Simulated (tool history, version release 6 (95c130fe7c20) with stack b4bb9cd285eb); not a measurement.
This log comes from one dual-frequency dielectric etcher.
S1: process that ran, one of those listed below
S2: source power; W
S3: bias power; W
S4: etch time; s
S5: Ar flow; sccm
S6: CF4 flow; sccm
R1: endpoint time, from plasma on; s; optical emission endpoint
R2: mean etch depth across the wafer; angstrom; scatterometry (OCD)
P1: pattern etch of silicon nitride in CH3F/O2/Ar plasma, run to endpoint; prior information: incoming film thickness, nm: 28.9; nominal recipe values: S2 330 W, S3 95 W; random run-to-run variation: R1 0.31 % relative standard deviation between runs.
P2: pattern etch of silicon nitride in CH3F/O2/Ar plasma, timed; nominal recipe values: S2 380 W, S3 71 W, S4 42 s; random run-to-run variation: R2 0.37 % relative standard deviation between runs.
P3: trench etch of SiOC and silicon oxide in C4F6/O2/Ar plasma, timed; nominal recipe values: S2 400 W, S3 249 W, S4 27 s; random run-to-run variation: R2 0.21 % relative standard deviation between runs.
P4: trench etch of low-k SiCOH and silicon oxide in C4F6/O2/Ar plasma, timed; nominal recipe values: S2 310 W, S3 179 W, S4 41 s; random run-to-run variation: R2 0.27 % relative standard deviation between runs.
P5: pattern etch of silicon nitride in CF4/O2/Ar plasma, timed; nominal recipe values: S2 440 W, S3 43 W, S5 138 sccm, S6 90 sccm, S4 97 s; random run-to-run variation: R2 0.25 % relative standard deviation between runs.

run 1 day=0.275 | S1=P1 S2=330 S3=95 | R1=41.422
run 2 day=0.625 | S1=P4 S2=190 S3=179 S4=41 | R2=995.19
run 3 day=0.783 | S1=P4 S2=310 S3=179 S4=41 | R2=1197.4
run 4 day=1.004 | S1=P1 S2=230 S3=95 | R1=47.588
run 5 day=1.296 | S1=P3 S2=400 S3=154 S4=27 | R2=525.28
run 6 day=1.479 | S1=P5 S2=440 S3=43 S4=97 S5=138 S6=66 | R2=1418.6
run 7 day=1.679 | S1=P1 S2=330 S3=95 | R1=41.269
run 8 day=1.95 | S1=P1 S2=400 S3=69 | R1=43.275
run 9 day=2.171 | S1=P4 S2=310 S3=118 S4=41 | R2=1054.9
run 10 day=2.342 | S1=P1 S2=330 S3=113 | R1=38.782
run 11 day=2.679 | S1=P1 S2=240 S3=118 | R1=42.758
run 12 day=2.892 | S1=P4 S2=310 S3=179 S4=27.5 | R2=808.9
run 13 day=3.158 | S1=P1 S2=330 S3=95 | R1=41.431
run 14 day=3.492 | S1=P5 S2=440 S3=43 S4=97 S5=138 S6=90 | R2=1492.1
run 15 day=3.842 | S1=P5 S2=440 S3=27 S4=97 S5=138 S6=90 | R2=1251.6
run 16 day=4.162 | S1=P3 S2=400 S3=249 S4=21 | R2=476.4
run 17 day=4.429 | S1=P2 S2=380 S3=44 S4=42 | R2=249.69
run 18 day=4.733 | S1=P3 S2=550 S3=249 S4=27 | R2=691.9
run 19 day=4.946 | S1=P1 S2=330 S3=73 | R1=45.485
run 20 day=5.221 | S1=P3 S2=400 S3=249 S4=27 | R2=610.35
-- day=5.379 wet clean of the chamber
run 21 day=5.496 | S1=P2 S2=380 S3=71 S4=32 | R2=224.54
run 22 day=5.754 | S1=P5 S2=290 S3=43 S4=97 S5=138 S6=90 | R2=1032.5
run 23 day=6.025 | S1=P1 S2=330 S3=95 | R1=41.193
run 24 day=6.225 | S1=P5 S2=440 S3=43 S4=97 S5=138 S6=90 | R2=1489.7
run 25 day=6.479 | S1=P5 S2=440 S3=43 S4=125.5 S5=138 S6=90 | R2=1914
run 26 day=6.671 | S1=P1 S2=450 S3=95 | R1=37.028
run 27 day=6.921 | S1=P2 S2=300 S3=71 S4=42 | R2=268.01
run 28 day=7.088 | S1=P2 S2=380 S3=71 S4=42 | R2=294.44
run 29 day=7.342 | S1=P5 S2=440 S3=43 S4=97 S5=106 S6=90 | R2=1545.2
run 30 day=7.629 | S1=P1 S2=240 S3=65 | R1=53.576
run 31 day=7.838 | S1=P1 S2=330 S3=95 | R1=41.066
run 32 day=8.058 | S1=P1 S2=330 S3=95 | R1=41.188
run 33 day=8.4 | S1=P1 S2=330 S3=95 | R1=40.674
run 34 day=8.688 | S1=P1 S2=330 S3=95 | R1=40.841
run 35 day=8.871 | S1=P1 S2=330 S3=95 | R1=41.037
-- day=9.167 wet clean of the chamber
run 36 day=9.196 | S1=P1 S2=330 S3=95 | R1=40.901
run 37 day=9.467 | S1=P1 S2=330 S3=95 | R1=40.465
run 38 day=9.746 | S1=P1 S2=330 S3=95 | R1=41.069
run 39 day=10.05 | S1=P1 S2=330 S3=95 | R1=40.68

What P1 gives has crept off from where it sat before. The 2 causes that follow fit the log equally well, each at the size noted:
A: source power that arrives over what is set, % = 4.31
B: bias power that arrives over what is set, % = 4.34
The creep began at about day 7.838.
The rest of the possible causes, and what rules out each one:
chamber walls in a state that raises the etch rate, %: serviced after onset, at day 9.167, with no recovery of the prior output

4 check runs are offered, one wafer each, their results left as question marks. Which one tells the causes apart?
run check 1 day=10.354 | S1=P3 S2=400 S3=249 S4=27 | R2=?
run check 2 day=10.354 | S1=P5 S2=440 S3=43 S4=97 S5=138 S6=90 | R2=?
run check 3 day=10.354 | S1=P4 S2=310 S3=179 S4=41 | R2=?
run check 4 day=10.354 | S1=P2 S2=380 S3=71 S4=42 | R2=?

Predicted outcomes, by check and by cause:
check=check_1 result=R2 if_A=621.67 if_B=620.61
check=check_2 result=R2 if_A=1540.3 if_B=1509.8
check=check_3 result=R2 if_A=1221.8 if_B=1218.6
check=check_4 result=R2 if_A=298.3 if_B=297.89
How far apart the two closest causes lie, in the result that separates them most: check 1 0.17 %; check 2 2 %; check 3 0.26 %; check 4 0.14 %
Check 2 is the one run that separates the causes; every other check would come out nearly the same whichever cause is at work.

Check 2 was then run and gave: R2 1540.3 angstrom. Which cause is it?

A is the cause: source power that arrives over what is set, %.

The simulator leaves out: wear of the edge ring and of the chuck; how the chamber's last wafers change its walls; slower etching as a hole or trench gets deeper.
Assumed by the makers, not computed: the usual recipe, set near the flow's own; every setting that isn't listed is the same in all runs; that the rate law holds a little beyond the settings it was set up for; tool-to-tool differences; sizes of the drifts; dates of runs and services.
